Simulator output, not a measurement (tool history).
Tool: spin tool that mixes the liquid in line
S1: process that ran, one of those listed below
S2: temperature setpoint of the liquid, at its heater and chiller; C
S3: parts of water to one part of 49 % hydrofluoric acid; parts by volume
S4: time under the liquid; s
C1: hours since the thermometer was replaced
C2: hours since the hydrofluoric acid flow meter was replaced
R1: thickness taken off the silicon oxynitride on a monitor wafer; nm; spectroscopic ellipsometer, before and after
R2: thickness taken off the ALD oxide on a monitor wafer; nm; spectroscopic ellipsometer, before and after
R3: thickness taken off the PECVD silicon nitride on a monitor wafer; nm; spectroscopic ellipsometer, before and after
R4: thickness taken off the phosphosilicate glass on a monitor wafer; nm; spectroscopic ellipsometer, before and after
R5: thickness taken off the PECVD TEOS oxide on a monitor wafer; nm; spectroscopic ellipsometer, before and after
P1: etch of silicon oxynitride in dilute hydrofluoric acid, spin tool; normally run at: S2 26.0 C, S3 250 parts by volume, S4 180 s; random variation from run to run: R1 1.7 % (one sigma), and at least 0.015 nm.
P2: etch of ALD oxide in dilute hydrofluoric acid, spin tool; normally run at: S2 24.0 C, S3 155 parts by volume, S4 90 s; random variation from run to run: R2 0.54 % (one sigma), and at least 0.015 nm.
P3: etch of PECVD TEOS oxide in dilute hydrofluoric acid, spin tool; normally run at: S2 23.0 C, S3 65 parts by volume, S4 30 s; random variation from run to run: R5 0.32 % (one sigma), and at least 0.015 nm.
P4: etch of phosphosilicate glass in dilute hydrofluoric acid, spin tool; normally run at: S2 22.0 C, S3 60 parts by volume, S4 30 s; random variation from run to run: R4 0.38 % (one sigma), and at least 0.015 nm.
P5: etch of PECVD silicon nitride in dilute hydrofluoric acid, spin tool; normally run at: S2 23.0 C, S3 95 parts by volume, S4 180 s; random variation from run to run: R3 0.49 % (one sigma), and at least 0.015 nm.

Run 1, hour 5.4: S1 P1, S2 26.0 C, S3 250 parts by volume, S4 180 s; C1 432.6; C2 480.2. Result: R1 1.26130 nm.
Run 2, hour 11.2: S1 P2, S2 24.0 C, S3 225 parts by volume, S4 90 s; C1 438.4; C2 486.0. Result: R2 8.2809 nm.
Run 3, hour 14.5: S1 P5, S2 18.0 C, S3 95 parts by volume, S4 180 s; C1 441.7; C2 489.3. Result: R3 6.7051 nm.
Run 4, hour 18.0: S1 P1, S2 32.0 C, S3 250 parts by volume, S4 180 s; C1 445.2; C2 492.8. Result: R1 1.68570 nm.
Run 5, hour 23.0: S1 P5, S2 23.0 C, S3 35 parts by volume, S4 180 s; C1 450.2; C2 497.8. Result: R3 25.1460 nm.
Run 6, hour 27.2: S1 P5, S2 23.0 C, S3 95 parts by volume, S4 180 s; C1 454.4; C2 502.0. Result: R3 9.3882 nm.
Run 7, hour 30.6: S1 P1, S2 26.0 C, S3 250 parts by volume, S4 180 s; C1 457.8; C2 505.4. Result: R1 1.26430 nm.
Run 8, hour 33.6: S1 P4, S2 22.0 C, S3 60 parts by volume, S4 15 s; C1 460.8; C2 508.4. Result: R4 38.960 nm.
Run 9, hour 37.1: S1 P4, S2 22.0 C, S3 60 parts by volume, S4 30 s; C1 464.3; C2 511.9. Result: R4 77.531 nm.
Run 10, hour 40.8: S1 P2, S2 24.0 C, S3 155 parts by volume, S4 15 s; C1 468.0; C2 515.6. Result: R2 2.1899 nm.
Run 11, hour 45.4: S1 P1, S2 26.0 C, S3 420 parts by volume, S4 180 s; C1 472.6; C2 520.2. Result: R1 0.67126 nm.
Run 12, hour 49.1: S1 P1, S2 26.0 C, S3 250 parts by volume, S4 180 s; C1 476.3; C2 523.9. Result: R1 1.25310 nm.
Run 13, hour 54.8: S1 P1, S2 17.5 C, S3 250 parts by volume, S4 180 s; C1 482.0; C2 529.6. Result: R1 0.90124 nm.
Run 14, hour 60.9: S1 P1, S2 19.5 C, S3 80 parts by volume, S4 180 s; C1 488.1; C2 535.7. Result: R1 3.34330 nm.
Run 15, hour 65.4: S1 P1, S2 26.0 C, S3 250 parts by volume, S4 265 s; C1 492.6; C2 540.2. Result: R1 1.82800 nm.
Run 16, hour 71.4: S1 P1, S2 26.0 C, S3 250 parts by volume, S4 180 s; C1 498.6; C2 546.2. Result: R1 1.23080 nm.
Run 17, hour 76.7: S1 P1, S2 26.0 C, S3 135 parts by volume, S4 180 s; C1 503.9; C2 551.5. Result: R1 2.58400 nm.
Run 18, hour 83.2: S1 P2, S2 24.0 C, S3 155 parts by volume, S4 90 s; C1 510.4; C2 558.0. Result: R2 13.0310 nm.
Run 19, hour 89.1: S1 P4, S2 22.0 C, S3 60 parts by volume, S4 30 s; C1 516.3; C2 563.9. Result: R4 77.792 nm.
Run 20, hour 93.9: S1 P4, S2 29.5 C, S3 60 parts by volume, S4 30 s; C1 521.1; C2 568.7. Result: R4 105.430 nm.
Run 21, hour 97.3: S1 P1, S2 26.0 C, S3 250 parts by volume, S4 75 s; C1 524.5; C2 572.1. Result: R1 0.54803 nm.
Run 22, hour 100.9: S1 P1, S2 26.0 C, S3 250 parts by volume, S4 180 s; C1 528.1; C2 575.7. Result: R1 1.24400 nm.
Run 23, hour 104.9: S1 P3, S2 23.0 C, S3 65 parts by volume, S4 45 s; C1 532.1; C2 579.7. Result: R5 15.8540 nm.
Run 24, hour 110.3: S1 P4, S2 22.0 C, S3 20 parts by volume, S4 30 s; C1 537.5; C2 585.1. Result: R4 245.140 nm.
Run 25, hour 115.7: S1 P5, S2 23.0 C, S3 95 parts by volume, S4 310 s; C1 542.9; C2 590.5. Result: R3 16.2260 nm.
Run 26, hour 120.7: S1 P2, S2 19.0 C, S3 155 parts by volume, S4 90 s; C1 547.9; C2 595.5. Result: R2 10.6510 nm.
Run 27, hour 127.0: S1 P3, S2 23.0 C, S3 65 parts by volume, S4 30 s; C1 554.2; C2 601.8. Result: R5 10.5940 nm.
Run 28, hour 131.3: S1 P3, S2 23.0 C, S3 100 parts by volume, S4 30 s; C1 558.5; C2 606.1. Result: R5 6.5895 nm.
Run 29, hour 134.6: S1 P3, S2 30.5 C, S3 65 parts by volume, S4 30 s; C1 561.8; C2 609.4. Result: R5 14.3740 nm.
Run 30, hour 140.9: S1 P1, S2 26.0 C, S3 250 parts by volume, S4 180 s; C1 568.1; C2 615.7. Result: R1 1.25850 nm.
Run 31, hour 144.4: S1 P1, S2 26.0 C, S3 250 parts by volume, S4 180 s; C1 571.6; C2 619.2. Result: R1 1.23210 nm.
Run 32, hour 147.8: S1 P1, S2 26.0 C, S3 250 parts by volume, S4 180 s; C1 575.0; C2 622.6. Result: R1 1.19110 nm.
Run 33, hour 152.0: S1 P1, S2 26.0 C, S3 250 parts by volume, S4 180 s; C1 579.2; C2 626.8. Result: R1 1.19730 nm.
Run 34, hour 157.5: S1 P1, S2 26.0 C, S3 250 parts by volume, S4 180 s; C1 584.7; C2 632.3. Result: R1 1.18500 nm.
Run 35, hour 162.7: S1 P1, S2 26.0 C, S3 250 parts by volume, S4 180 s; C1 589.9; C2 637.5. Result: R1 1.16630 nm.
Run 36, hour 166.3: S1 P1, S2 26.0 C, S3 250 parts by volume, S4 180 s; C1 593.5; C2 641.1. Result: R1 1.14150 nm.
Run 37, hour 171.1: S1 P1, S2 26.0 C, S3 250 parts by volume, S4 180 s; C1 598.3; C2 645.9. Result: R1 1.08440 nm.
Run 38, hour 177.2: S1 P1, S2 26.0 C, S3 250 parts by volume, S4 180 s; C1 604.4; C2 652.0. Result: R1 1.10180 nm.
Run 39, hour 181.2: S1 P1, S2 26.0 C, S3 250 parts by volume, S4 180 s; C1 608.4; C2 656.0. Result: R1 1.16130 nm.
Run 40, hour 186.6: S1 P1, S2 26.0 C, S3 250 parts by volume, S4 180 s; C1 613.8; C2 661.4. Result: R1 1.13340 nm.

What P1 gives has crept away from where it was. These 2 causes fit the log equally well, each at the size given:
A: liquid colder than its thermometer reads (K) = 2.38
B: hydrofluoric acid flow below the setpoint (%) = 8.18
The creep began at about hour 140.9.

4 check runs are offered, one wafer each, their results left as question marks. Which one tells the causes apart?
Run check 1, hour 192.0: S1 P4, S2 29.5 C, S3 60 parts by volume, S4 30 s. Result: R4 ?.
Run check 2, hour 192.0: S1 P5, S2 23.0 C, S3 95 parts by volume, S4 310 s. Result: R3 ?.
Run check 3, hour 192.0: S1 P3, S2 27.0 C, S3 65 parts by volume, S4 30 s. Result: R5 ?.
Run check 4, hour 192.0: S1 P2, S2 20.0 C, S3 205 parts by volume, S4 90 s. Result: R2 ?.

What each check would give under each cause:
  check  result     if A     if B
check 1      R4   95.632   95.674
check 2      R3  13.7360  14.8210
check 3      R5  11.3100  11.3330
check 4      R2   7.2771   7.2036
How far apart the two closest causes lie, in the result that separates them most: check 1 0.04 %; check 2 7.6 %; check 3 0.2 %; check 4 1.02 %
Only check 2 tells the causes apart: in the others they would give nearly the same result.

Check 2 was then run and gave: R3 14.8440 nm. Which cause is it?

It is B: hydrofluoric acid flow below the setpoint (%).
